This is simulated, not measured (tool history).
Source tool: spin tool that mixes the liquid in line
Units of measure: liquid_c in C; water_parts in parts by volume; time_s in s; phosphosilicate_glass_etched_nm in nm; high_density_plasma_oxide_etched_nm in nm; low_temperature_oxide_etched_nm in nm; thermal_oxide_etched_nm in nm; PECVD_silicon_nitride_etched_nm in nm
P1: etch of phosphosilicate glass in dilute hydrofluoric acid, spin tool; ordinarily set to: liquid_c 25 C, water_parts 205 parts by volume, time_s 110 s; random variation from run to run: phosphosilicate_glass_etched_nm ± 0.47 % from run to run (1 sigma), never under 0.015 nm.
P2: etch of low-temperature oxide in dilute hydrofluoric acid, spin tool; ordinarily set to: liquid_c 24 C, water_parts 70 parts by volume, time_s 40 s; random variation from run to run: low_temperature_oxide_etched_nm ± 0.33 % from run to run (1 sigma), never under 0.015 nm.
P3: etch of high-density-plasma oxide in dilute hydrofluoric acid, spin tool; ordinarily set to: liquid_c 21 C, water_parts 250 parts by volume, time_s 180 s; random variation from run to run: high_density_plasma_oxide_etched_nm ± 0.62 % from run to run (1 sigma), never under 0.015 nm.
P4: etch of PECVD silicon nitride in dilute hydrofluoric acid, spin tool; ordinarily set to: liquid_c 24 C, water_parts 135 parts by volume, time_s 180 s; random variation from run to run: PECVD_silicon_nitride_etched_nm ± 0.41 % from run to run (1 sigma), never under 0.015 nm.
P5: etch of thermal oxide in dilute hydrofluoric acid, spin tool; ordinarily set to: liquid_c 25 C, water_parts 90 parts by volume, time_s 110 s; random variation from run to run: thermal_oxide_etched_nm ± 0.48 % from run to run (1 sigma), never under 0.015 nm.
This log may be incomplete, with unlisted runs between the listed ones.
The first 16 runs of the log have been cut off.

run  hour  process  liquid_c  water_parts  time_s  hours since the thermometer was replaced  hours since the hydrofluoric acid flow meter was replaced  phosphosilicate_glass_etched_nm  high_density_plasma_oxide_etched_nm  low_temperature_oxide_etched_nm  thermal_oxide_etched_nm  PECVD_silicon_nitride_etched_nm
 17  61.3       P3        21          430     180                                    1330.2                                                      834.1                                                                2.2569
 18  65.5       P1        25          205      60                                    1334.4                                                      838.3                           28.891
 19  67.5       P3        17          250     180                                    1336.4                                                      840.3                                                                3.9618
 20  70.3       P1      17.5          205     110                                    1339.2                                                      843.1                           39.672
 21  73.1       P3        21          250     180                                      1342                                                      845.9                                                                4.6301
 22  77.2       P4        24          135     180                                    1346.1                                                        850                                                                                                                                                           5.4859
 23  80.2       P2        24          105      40                                    1349.1                                                        853                                                                                                 7.1057
 24    84       P4        24          135     180                                    1352.9                                                      856.8                                                                                                                                                           5.4381
 25  87.8       P5      30.5           90     110                                    1356.7                                                      860.6                                                                                                                           7.582

The next listed run, before its measurement:
 26    90       P2        24           70      15                                    1358.9                                                      862.8                                                                                                      ?

Run 26 yielded low_temperature_oxide_etched_nm 4.1545 nm.
